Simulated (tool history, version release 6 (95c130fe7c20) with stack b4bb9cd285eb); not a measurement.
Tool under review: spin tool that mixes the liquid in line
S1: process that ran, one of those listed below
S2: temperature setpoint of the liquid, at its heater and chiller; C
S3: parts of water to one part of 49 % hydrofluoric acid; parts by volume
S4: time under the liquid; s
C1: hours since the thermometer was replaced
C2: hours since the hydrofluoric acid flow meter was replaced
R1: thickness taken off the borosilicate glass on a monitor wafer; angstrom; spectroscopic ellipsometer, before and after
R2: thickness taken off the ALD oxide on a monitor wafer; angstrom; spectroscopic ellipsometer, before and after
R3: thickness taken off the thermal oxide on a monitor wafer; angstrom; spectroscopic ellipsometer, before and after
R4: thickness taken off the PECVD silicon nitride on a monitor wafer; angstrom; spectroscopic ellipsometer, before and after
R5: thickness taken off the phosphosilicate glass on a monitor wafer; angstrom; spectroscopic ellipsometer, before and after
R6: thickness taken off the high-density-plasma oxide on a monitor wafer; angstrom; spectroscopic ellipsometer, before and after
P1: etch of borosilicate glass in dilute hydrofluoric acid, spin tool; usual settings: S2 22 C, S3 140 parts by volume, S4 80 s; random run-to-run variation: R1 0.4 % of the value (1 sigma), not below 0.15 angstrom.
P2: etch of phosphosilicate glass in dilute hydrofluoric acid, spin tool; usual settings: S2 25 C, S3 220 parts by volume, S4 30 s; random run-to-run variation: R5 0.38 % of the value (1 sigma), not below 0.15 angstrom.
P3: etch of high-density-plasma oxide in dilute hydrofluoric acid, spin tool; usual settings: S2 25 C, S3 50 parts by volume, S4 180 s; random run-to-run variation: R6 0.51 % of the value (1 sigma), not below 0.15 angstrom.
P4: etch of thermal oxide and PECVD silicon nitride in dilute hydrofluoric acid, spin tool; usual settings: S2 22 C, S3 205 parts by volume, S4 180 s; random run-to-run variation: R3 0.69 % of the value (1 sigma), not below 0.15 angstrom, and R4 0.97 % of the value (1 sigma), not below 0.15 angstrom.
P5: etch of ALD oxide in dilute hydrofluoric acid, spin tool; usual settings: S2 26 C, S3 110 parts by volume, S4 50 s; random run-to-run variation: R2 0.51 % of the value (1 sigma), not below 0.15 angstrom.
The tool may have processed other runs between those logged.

run   hour  S1    S2   S3   S4     C1     C2      R1      R2      R3      R4      R5      R6
  1   12.1  P1    22  140   80  387.4  434.9  88.042
  2     24  P5    26   30   50  399.3  446.8          250.45
  3   30.7  P1    22  140   80    406  453.5  88.883
  4   43.4  P4    22  205  180  418.7  466.2                  35.174  26.023
  5     51  P1    22  140  130  426.3  473.8  143.94
  6   63.4  P1  27.5  245   80  438.7  486.2  56.001
  7   73.8  P4    22  205  180  449.1  496.6                  35.264  26.474
  8   83.6  P5    30  110   50  458.9  506.4          72.033
  9     91  P2  17.5  220   30  466.3  513.8                                  180.93
 10  100.4  P3    25   50  180  475.7  523.2                                          290.25
 11    106  P5    26  110   50  481.3  528.8          61.562
 12  118.3  P1    22   85   80  493.6  541.1  154.41
 13  127.9  P1    22  140   80  503.2  550.7  88.338
 14  139.6  P3    25   50  180  514.9  562.4                                          290.54
 15  149.2  P4    22   75  180  524.5    572                  112.34  70.501
 16  160.3  P1    17  140   80  535.6  583.1  72.582
 17  172.8  P1  18.5  140   20  548.1  595.6  19.165
 18  183.2  P1    18  220   80  558.5    606  44.769
 19  193.2  P2    25  135   30  568.5    616                                  427.58
 20  203.4  P3    25   50   75  578.7  626.2                                          120.27
 21    212  P1    22  225   80  587.3  634.8  50.347
 22  224.1  P1    22  140   80  599.4  646.9  88.737
 23  229.6  P2    25  220   15  604.9  652.4                                  119.39
 24  235.9  P3    19   50  180  611.2  658.7                                          226.86
 25  246.1  P5    26  110   50  621.4  668.9          61.793
 26  258.6  P5    26  110   15  633.9  681.4          18.334
 27  265.4  P1    30  140   80  640.7  688.2  119.91
 28    273  P1    22  140   15  648.3  695.8  16.637
 29  281.9  P4    17  205  180  657.2  704.7                  28.892  18.469
 30  293.9  P2    25  220   30  669.2  716.7                                  239.39
 31  304.3  P3    25   80  180  679.6  727.1                                          173.11
 32  315.5  P4    22  205   85  690.8  738.3                  16.809  12.463
 33  325.4  P1    22  140   80  700.7  748.2  89.076
 34  337.7  P1    22  140   80    713  760.5  85.602
 35  348.7  P1    22  140   80    724  771.5  84.323
 36  354.3  P1    22  140   80  729.6  777.1  83.387
 37  361.3  P1    22  140   80  736.6  784.1   82.77
 38  371.3  P1    22  140   80  746.6  794.1  83.374
 39  379.5  P1    22  140   80  754.8  802.3  83.272
 40  387.8  P1    22  140   80  763.1  810.6  82.596
 41  393.7  P1    22  140   80    769  816.5  82.793

The output of P1 has drifted from where it used to be. Each of the 2 causes below, taken at the size shown beside it, accounts for the log equally well:
A: hydrofluoric acid flow below the setpoint (%) = 5.89
B: liquid colder than its thermometer reads (K) = 1.78
Creep in the process output first set in at about hour 325.4.

Which of the check runs below tells the causes apart, meaning the causes would give it clearly different results? Each run uses 2 wafers whose results are averaged, and each result is shown as a question mark.
check 1  399.6  P2  18  220   30                           ?
check 2  399.6  P3  25   75  180                               ?
check 3  399.6  P4  17  115  180                   ?   ?
check 4  399.6  P5  26   40   20               ?

Predicted outcomes, by check and by cause:
  check  result    if A    if B
check 1      R5  171.02  171.55
check 2      R6  174.98   174.1
check 3      R3    52.8   52.43
check 3      R4  31.285  29.295
check 4      R2  69.699  69.069
Distance between the nearest two causes, measured in the result of the check that separates them most: check 1 0.31 %; check 2 0.5 %; check 3 6.57 %; check 4 0.91 %
Of the check runs offered, only check 3 discriminates between the causes; the rest would read about the same regardless of which cause applies.

Check 3 was then run and gave: R3 51.873 angstrom; R4 29.358 angstrom. Which cause is it?

It was cause B: liquid colder than its thermometer reads (K).
